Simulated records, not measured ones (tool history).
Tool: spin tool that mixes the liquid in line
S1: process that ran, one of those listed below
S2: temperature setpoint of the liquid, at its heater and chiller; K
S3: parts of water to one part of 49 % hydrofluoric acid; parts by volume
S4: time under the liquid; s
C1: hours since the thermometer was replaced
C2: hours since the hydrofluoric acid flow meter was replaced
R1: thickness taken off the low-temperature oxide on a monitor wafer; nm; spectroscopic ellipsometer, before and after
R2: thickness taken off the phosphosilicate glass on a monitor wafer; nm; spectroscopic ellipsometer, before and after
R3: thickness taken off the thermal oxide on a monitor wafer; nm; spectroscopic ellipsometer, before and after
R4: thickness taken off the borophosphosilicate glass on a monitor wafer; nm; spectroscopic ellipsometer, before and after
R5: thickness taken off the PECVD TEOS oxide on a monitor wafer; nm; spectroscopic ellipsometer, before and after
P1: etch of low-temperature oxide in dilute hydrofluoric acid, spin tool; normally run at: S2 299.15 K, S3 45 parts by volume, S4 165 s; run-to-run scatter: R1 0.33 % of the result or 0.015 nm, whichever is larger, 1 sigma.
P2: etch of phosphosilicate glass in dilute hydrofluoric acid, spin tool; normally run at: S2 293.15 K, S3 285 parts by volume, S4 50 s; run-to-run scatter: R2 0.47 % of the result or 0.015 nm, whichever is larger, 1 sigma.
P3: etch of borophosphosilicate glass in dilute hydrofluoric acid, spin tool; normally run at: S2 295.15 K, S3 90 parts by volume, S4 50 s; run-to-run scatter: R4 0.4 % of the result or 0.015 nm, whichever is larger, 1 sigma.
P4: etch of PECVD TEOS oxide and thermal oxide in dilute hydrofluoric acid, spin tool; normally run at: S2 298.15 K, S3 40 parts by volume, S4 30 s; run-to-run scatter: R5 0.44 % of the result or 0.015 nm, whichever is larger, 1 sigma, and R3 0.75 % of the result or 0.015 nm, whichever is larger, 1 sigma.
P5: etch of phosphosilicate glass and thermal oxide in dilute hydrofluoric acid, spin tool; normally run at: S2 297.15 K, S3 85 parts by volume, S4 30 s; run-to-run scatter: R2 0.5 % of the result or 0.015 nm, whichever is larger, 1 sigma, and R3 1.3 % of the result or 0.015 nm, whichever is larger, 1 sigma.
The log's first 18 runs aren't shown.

{"run": 19, "hour": 133.3, "S1": "P1", "S2": 299.15, "S3": 45, "S4": 165, "C1": 208.3, "C2": 100.8, "R1": 45.225}
{"run": 20, "hour": 142.6, "S1": "P3", "S2": 303.15, "S3": 90, "S4": 50, "C1": 217.6, "C2": 110.1, "R4": 42.421}
{"run": 21, "hour": 149.2, "S1": "P1", "S2": 299.15, "S3": 20, "S4": 250, "C1": 224.2, "C2": 116.7, "R1": 159.45}
{"run": 22, "hour": 155.3, "S1": "P2", "S2": 301.15, "S3": 285, "S4": 50, "C1": 230.3, "C2": 122.8, "R2": 33.643}
{"run": 23, "hour": 164.1, "S1": "P4", "S2": 298.15, "S3": 40, "S4": 30, "C1": 239.1, "C2": 131.6, "R3": 3.6642, "R5": 23.089}
{"run": 24, "hour": 173.6, "S1": "P3", "S2": 295.15, "S3": 90, "S4": 50, "C1": 248.6, "C2": 141.1, "R4": 30.822}
{"run": 25, "hour": 178.2, "S1": "P3", "S2": 295.15, "S3": 20, "S4": 50, "C1": 253.2, "C2": 145.7, "R4": 152.66}
{"run": 26, "hour": 184.2, "S1": "P5", "S2": 297.15, "S3": 85, "S4": 15, "C1": 259.2, "C2": 151.7, "R2": 35.745, "R3": 0.84435}
{"run": 27, "hour": 192.4, "S1": "P2", "S2": 293.15, "S3": 480, "S4": 50, "C1": 267.4, "C2": 159.9, "R2": 12.78}

The next listed run, before its measurement:
{"run": 28, "hour": 200.5, "S1": "P1", "S2": 299.15, "S3": 65, "S4": 165, "C1": 275.5, "C2": 168.0, "R1": "?"}

R1: 30.6860 nm
